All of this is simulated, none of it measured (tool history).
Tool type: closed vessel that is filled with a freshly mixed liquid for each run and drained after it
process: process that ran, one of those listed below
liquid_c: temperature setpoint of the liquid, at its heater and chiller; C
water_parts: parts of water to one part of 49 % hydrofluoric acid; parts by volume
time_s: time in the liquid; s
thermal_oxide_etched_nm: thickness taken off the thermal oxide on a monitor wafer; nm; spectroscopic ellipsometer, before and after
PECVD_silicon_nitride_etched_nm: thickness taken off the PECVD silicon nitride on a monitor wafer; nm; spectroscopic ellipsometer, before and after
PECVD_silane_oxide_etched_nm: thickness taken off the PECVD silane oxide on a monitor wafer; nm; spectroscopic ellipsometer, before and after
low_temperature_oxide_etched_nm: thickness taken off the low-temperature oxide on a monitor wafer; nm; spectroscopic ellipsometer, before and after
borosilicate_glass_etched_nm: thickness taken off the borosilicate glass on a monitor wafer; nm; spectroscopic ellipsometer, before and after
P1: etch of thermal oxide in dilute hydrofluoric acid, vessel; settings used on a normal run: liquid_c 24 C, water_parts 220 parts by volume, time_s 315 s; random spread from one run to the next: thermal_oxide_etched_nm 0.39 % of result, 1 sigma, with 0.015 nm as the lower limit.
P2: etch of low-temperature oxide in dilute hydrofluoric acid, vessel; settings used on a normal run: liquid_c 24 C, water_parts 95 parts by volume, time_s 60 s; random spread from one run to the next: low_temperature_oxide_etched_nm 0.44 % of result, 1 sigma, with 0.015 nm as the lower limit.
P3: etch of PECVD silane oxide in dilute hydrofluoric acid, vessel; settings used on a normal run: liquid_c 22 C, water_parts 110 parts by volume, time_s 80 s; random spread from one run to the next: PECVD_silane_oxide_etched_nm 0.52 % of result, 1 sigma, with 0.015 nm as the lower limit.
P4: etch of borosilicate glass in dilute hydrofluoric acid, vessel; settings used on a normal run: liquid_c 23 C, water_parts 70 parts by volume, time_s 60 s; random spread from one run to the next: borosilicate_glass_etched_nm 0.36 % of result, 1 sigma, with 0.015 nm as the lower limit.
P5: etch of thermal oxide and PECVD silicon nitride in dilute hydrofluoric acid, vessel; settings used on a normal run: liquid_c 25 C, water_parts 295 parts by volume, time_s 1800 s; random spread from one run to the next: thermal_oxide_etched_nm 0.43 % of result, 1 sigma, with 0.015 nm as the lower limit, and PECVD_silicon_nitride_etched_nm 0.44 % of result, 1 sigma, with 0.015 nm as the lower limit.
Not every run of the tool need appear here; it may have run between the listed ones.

run   hour  process  liquid_c  water_parts  time_s  hours since the thermometer was replaced  hours since the hydrofluoric acid flow meter was replaced  thermal_oxide_etched_nm  PECVD_silicon_nitride_etched_nm  PECVD_silane_oxide_etched_nm  low_temperature_oxide_etched_nm  borosilicate_glass_etched_nm
  1    5.6       P1        24          220     315                                    2009.1                                                     1269.3                   5.7898
  2   13.3       P5        33          295    1800                                    2016.8                                                       1277                    30.47                           47.473
  3   18.9       P3        22          110      80                                    2022.4                                                     1282.6                                                                                  17.461
  4   27.5       P2        24           95      30                                      2031                                                     1291.2                                                                                                                   5.8032
  5   37.1       P1        24          220     315                                    2040.6                                                     1300.8                   5.7919
  6   45.1       P5        25          295    1800                                    2048.6                                                     1308.8                   23.324                           29.538
  7   56.4       P5        25          515    1800                                    2059.9                                                     1320.1                   10.931                           17.112
  8   66.4       P4        23          125      60                                    2069.9                                                     1330.1                                                                                                                                                 8.7261
  9   72.5       P1        24          325     315                                      2076                                                     1336.2                   3.5733
 10   78.8       P4        23           70     115                                    2082.3                                                     1342.5                                                                                                                                                 31.838
 11   85.2       P1        24          220     315                                    2088.7                                                     1348.9                   5.8322
 12   92.5       P5        25          295      90                                      2096                                                     1356.2                   1.1696                           1.4797
 13  102.2       P3        22          110      30                                    2105.7                                                     1365.9                                                                                  6.6275
 14  109.4       P4      30.5           70      60                                    2112.9                                                     1373.1                                                                                                                                                 22.358
 15  115.2       P1        24          220     315                                    2118.7                                                     1378.9                   5.8502
 16  124.2       P1        24          220      50                                    2127.7                                                     1387.9                  0.94486
 17  133.4       P3        22          110      80                                    2136.9                                                     1397.1                                                                                   17.73
 18  141.5       P1      18.5          220     315                                      2145                                                     1405.2                   4.7028
 19  150.2       P3        17          110      80                                    2153.7                                                     1413.9                                                                                  14.237
 20  156.8       P1        32          220     315                                    2160.3                                                     1420.5                   7.7144

For run 21, what comes out?
 21  167.5       P1        24          220     315                                      2171                                                     1431.2                        ?

{"run 21": {"thermal_oxide_etched_nm": 5.8041}}
